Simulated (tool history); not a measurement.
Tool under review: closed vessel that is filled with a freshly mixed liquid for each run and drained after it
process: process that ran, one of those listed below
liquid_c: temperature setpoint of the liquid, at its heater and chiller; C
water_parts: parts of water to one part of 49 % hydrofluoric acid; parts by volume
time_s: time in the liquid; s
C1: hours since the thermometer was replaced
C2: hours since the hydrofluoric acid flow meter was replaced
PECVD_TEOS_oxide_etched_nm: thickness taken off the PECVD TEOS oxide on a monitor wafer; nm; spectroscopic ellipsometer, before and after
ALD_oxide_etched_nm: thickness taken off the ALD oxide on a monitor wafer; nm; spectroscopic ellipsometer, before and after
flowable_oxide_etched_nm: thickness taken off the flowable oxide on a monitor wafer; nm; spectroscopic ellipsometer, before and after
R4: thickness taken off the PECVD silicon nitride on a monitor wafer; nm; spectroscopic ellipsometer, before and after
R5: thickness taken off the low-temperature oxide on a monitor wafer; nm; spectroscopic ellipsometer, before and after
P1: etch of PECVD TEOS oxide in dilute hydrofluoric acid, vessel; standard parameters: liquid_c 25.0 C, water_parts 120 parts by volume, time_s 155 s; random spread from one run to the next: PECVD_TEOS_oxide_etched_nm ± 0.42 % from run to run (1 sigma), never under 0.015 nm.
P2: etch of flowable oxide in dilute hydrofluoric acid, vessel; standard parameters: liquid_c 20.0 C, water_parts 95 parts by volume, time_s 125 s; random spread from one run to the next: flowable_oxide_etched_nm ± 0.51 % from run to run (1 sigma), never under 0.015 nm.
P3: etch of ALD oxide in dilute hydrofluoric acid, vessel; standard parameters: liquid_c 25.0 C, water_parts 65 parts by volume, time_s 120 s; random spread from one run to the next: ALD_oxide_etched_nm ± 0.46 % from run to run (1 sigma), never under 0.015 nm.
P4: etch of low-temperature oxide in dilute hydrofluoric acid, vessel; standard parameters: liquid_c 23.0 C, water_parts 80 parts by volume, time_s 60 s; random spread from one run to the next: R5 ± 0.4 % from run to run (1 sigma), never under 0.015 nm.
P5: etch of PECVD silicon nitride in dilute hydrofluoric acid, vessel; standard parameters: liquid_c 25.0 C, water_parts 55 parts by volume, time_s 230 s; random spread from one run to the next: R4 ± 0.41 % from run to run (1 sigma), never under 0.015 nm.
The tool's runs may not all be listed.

run 1 hour=6.3 | process=P1 liquid_c=25.0 water_parts=120 time_s=155 | C1=246.2 C2=389.4 | PECVD_TEOS_oxide_etched_nm=11.3090
run 2 hour=15.6 | process=P1 liquid_c=25.0 water_parts=120 time_s=235 | C1=255.5 C2=398.7 | PECVD_TEOS_oxide_etched_nm=17.1750
run 3 hour=25.5 | process=P1 liquid_c=25.0 water_parts=120 time_s=30 | C1=265.4 C2=408.6 | PECVD_TEOS_oxide_etched_nm=2.2132
run 4 hour=33.7 | process=P3 liquid_c=20.5 water_parts=65 time_s=120 | C1=273.6 C2=416.8 | ALD_oxide_etched_nm=20.7790
run 5 hour=41.6 | process=P1 liquid_c=19.0 water_parts=120 time_s=155 | C1=281.5 C2=424.7 | PECVD_TEOS_oxide_etched_nm=8.9313
run 6 hour=48.7 | process=P3 liquid_c=25.0 water_parts=110 time_s=120 | C1=288.6 C2=431.8 | ALD_oxide_etched_nm=13.9870
run 7 hour=55.4 | process=P1 liquid_c=29.5 water_parts=45 time_s=155 | C1=295.3 C2=438.5 | PECVD_TEOS_oxide_etched_nm=39.8300
run 8 hour=65.5 | process=P3 liquid_c=25.0 water_parts=65 time_s=30 | C1=305.4 C2=448.6 | ALD_oxide_etched_nm=6.2453
run 9 hour=71.7 | process=P2 liquid_c=20.0 water_parts=95 time_s=30 | C1=311.6 C2=454.8 | flowable_oxide_etched_nm=6.3121
run 10 hour=77.8 | process=P1 liquid_c=25.0 water_parts=20 time_s=155 | C1=317.7 C2=460.9 | PECVD_TEOS_oxide_etched_nm=77.8110
run 11 hour=83.7 | process=P2 liquid_c=20.0 water_parts=20 time_s=125 | C1=323.6 C2=466.8 | flowable_oxide_etched_nm=136.7500
run 12 hour=89.1 | process=P5 liquid_c=25.0 water_parts=55 time_s=230 | C1=329.0 C2=472.2 | R4=14.622
run 13 hour=93.5 | process=P4 liquid_c=23.0 water_parts=80 time_s=100 | C1=333.4 C2=476.6 | R5=14.5960
run 14 hour=99.1 | process=P2 liquid_c=20.0 water_parts=95 time_s=125 | C1=339.0 C2=482.2 | flowable_oxide_etched_nm=26.2700
run 15 hour=108.8 | process=P4 liquid_c=23.0 water_parts=80 time_s=60 | C1=348.7 C2=491.9 | R5=8.7008
run 16 hour=117.4 | process=P2 liquid_c=20.0 water_parts=95 time_s=125 | C1=357.3 C2=500.5 | flowable_oxide_etched_nm=26.0840
run 17 hour=127.5 | process=P5 liquid_c=19.5 water_parts=55 time_s=230 | C1=367.4 C2=510.6 | R4=10.069
run 18 hour=136.0 | process=P5 liquid_c=25.0 water_parts=20 time_s=230 | C1=375.9 C2=519.1 | R4=38.888
run 19 hour=141.6 | process=P1 liquid_c=25.0 water_parts=120 time_s=155 | C1=381.5 C2=524.7 | PECVD_TEOS_oxide_etched_nm=11.2910
run 20 hour=147.8 | process=P1 liquid_c=25.0 water_parts=120 time_s=155 | C1=387.7 C2=530.9 | PECVD_TEOS_oxide_etched_nm=11.2580
run 21 hour=152.7 | process=P4 liquid_c=23.0 water_parts=115 time_s=60 | C1=392.6 C2=535.8 | R5=5.8481
run 22 hour=158.0 | process=P1 liquid_c=30.0 water_parts=120 time_s=155 | C1=397.9 C2=541.1 | PECVD_TEOS_oxide_etched_nm=13.6970
-- hour=158.3 thermometer replaced
run 23 hour=166.2 | process=P5 liquid_c=25.0 water_parts=55 time_s=420 | C1=8.0 C2=549.3 | R4=26.716
run 24 hour=171.4 | process=P1 liquid_c=25.0 water_parts=205 time_s=155 | C1=13.2 C2=554.5 | PECVD_TEOS_oxide_etched_nm=6.0318
run 25 hour=179.6 | process=P2 liquid_c=17.0 water_parts=95 time_s=125 | C1=21.4 C2=562.7 | flowable_oxide_etched_nm=23.1540
run 26 hour=188.6 | process=P3 liquid_c=25.0 water_parts=65 time_s=120 | C1=30.4 C2=571.7 | ALD_oxide_etched_nm=25.0730
run 27 hour=196.2 | process=P1 liquid_c=25.0 water_parts=120 time_s=155 | C1=38.0 C2=579.3 | PECVD_TEOS_oxide_etched_nm=11.2990
run 28 hour=205.0 | process=P5 liquid_c=25.0 water_parts=55 time_s=230 | C1=46.8 C2=588.1 | R4=14.614
run 29 hour=210.6 | process=P4 liquid_c=17.0 water_parts=80 time_s=60 | C1=52.4 C2=593.7 | R5=6.7677
run 30 hour=219.1 | process=P1 liquid_c=25.0 water_parts=120 time_s=155 | C1=60.9 C2=602.2 | PECVD_TEOS_oxide_etched_nm=11.2900
run 31 hour=227.6 | process=P1 liquid_c=25.0 water_parts=120 time_s=155 | C1=69.4 C2=610.7 | PECVD_TEOS_oxide_etched_nm=11.6540
run 32 hour=235.3 | process=P1 liquid_c=25.0 water_parts=120 time_s=155 | C1=77.1 C2=618.4 | PECVD_TEOS_oxide_etched_nm=11.9320
run 33 hour=240.6 | process=P1 liquid_c=25.0 water_parts=120 time_s=155 | C1=82.4 C2=623.7 | PECVD_TEOS_oxide_etched_nm=12.0630
run 34 hour=250.2 | process=P1 liquid_c=25.0 water_parts=120 time_s=155 | C1=92.0 C2=633.3 | PECVD_TEOS_oxide_etched_nm=12.1850
run 35 hour=259.8 | process=P1 liquid_c=25.0 water_parts=120 time_s=155 | C1=101.6 C2=642.9 | PECVD_TEOS_oxide_etched_nm=12.1850
run 36 hour=269.2 | process=P1 liquid_c=25.0 water_parts=120 time_s=155 | C1=111.0 C2=652.3 | PECVD_TEOS_oxide_etched_nm=12.1530
run 37 hour=278.6 | process=P1 liquid_c=25.0 water_parts=120 time_s=155 | C1=120.4 C2=661.7 | PECVD_TEOS_oxide_etched_nm=12.2770

The log shows P1 creeping away from where it was. Any of the 2 causes listed here, at the size stated for it, fits the log just as well as the others:
A: liquid hotter than its thermometer reads (K) = 2.03
B: hydrofluoric acid flow above the setpoint (%) = 7.03
The process output started creeping at around hour 219.1.

Listed below are the offered check runs, one wafer per run, with question marks in place of results. For which of them would the causes give clearly different outcomes?
run check 1 hour=288.0 | process=P2 liquid_c=20.0 water_parts=95 time_s=125 | flowable_oxide_etched_nm=?
run check 2 hour=288.0 | process=P5 liquid_c=25.0 water_parts=55 time_s=230 | R4=?
run check 3 hour=288.0 | process=P4 liquid_c=23.0 water_parts=80 time_s=60 | R5=?
run check 4 hour=288.0 | process=P3 liquid_c=25.0 water_parts=65 time_s=120 | ALD_oxide_etched_nm=?

Outcome of each check run for each possible cause:
check=check_1 result=flowable_oxide_etched_nm if_A=28.4520 if_B=28.2280
check=check_2 result=R4 if_A=16.763 if_B=15.662
check=check_3 result=R5 if_A=9.4939 if_B=9.4256
check=check_4 result=ALD_oxide_etched_nm if_A=27.1850 if_B=26.9800
Gap, in per cent, between the two causes that each check separates least, read from the result that separates them most: check 1 0.79 %; check 2 6.79 %; check 3 0.72 %; check 4 0.76 %
Check 2 distinguishes between the causes, while the remaining checks would return nearly the same result for all of them.

After running check 2, the following was obtained: R4 16.852 nm. Which cause does this point to?

Of the candidate causes, it is A: liquid hotter than its thermometer reads (K).
